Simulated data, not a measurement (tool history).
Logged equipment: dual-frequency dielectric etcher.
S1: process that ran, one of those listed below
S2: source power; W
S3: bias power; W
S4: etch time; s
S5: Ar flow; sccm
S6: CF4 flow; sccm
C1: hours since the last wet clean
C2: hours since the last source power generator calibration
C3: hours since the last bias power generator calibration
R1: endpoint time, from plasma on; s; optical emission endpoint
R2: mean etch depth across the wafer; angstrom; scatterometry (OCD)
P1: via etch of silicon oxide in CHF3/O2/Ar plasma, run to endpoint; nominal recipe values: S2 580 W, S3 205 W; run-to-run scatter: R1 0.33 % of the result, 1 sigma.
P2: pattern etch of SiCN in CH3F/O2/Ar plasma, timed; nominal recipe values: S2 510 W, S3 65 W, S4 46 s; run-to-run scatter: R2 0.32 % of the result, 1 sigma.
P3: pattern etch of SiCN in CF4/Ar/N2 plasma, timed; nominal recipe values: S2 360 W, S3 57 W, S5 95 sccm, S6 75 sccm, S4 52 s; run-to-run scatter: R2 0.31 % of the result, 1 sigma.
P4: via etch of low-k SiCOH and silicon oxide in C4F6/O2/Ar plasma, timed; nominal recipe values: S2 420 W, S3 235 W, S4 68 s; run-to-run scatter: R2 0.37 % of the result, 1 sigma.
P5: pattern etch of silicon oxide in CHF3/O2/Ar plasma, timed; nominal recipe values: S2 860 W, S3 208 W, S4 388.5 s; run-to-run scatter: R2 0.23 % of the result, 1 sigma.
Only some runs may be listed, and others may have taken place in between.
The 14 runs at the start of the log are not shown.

run    day  S1    S2   S3     S4   S5  S6     C1    C2    C3      R1      R2
 15  1.925  P4   420  235     98           149.8  36.4  31.2          2940.8
 16  2.046  P5  1210  208  388.5           152.7  39.3  34.1           10269
 17  2.158  P5   860  208    221           155.4    42  36.8          5149.8
 18  2.329  P3   360   41     52   95  75  159.5  46.1  40.9          307.37
 19  2.425  P1   580  205                  161.8  48.4  43.2  249.56
 20  2.596  P1   580  280                  165.9  52.5  47.3  221.07
 21  2.692  P5   860  258  388.5           168.2  54.8  49.6          9771.5
 22  2.867  P3   360   57     52   95  94  172.4    59  53.8          351.47
 23  2.971  P1   580  205                  174.9  61.5  56.3  248.77
 24  3.142  P4   560  235     68             179  65.6  60.4          2270.8
 25  3.275  P1   580  120                  182.2  68.8  63.6  296.47
 26   3.45  P1   370  167                  186.4    73  67.8  317.36
 27  3.546  P2   510   65     46           188.7  75.3  70.1          178.75
 28  3.667  P3   360   57     52  125  75  191.6  78.2    73          327.39
 29  3.804  P2   510   92     46           194.9  81.5  76.3          202.44
 30  3.904  P1   580  205                  197.3  83.9  78.7  247.39
 31  4.025  P1   580  205                  200.2  86.8  81.6     246

What does the tool deliver on the next run?
 32  4.196  P1  580  205              204.3  90.9  85.7   ?

{"run 32": {"R1": 245.28}}
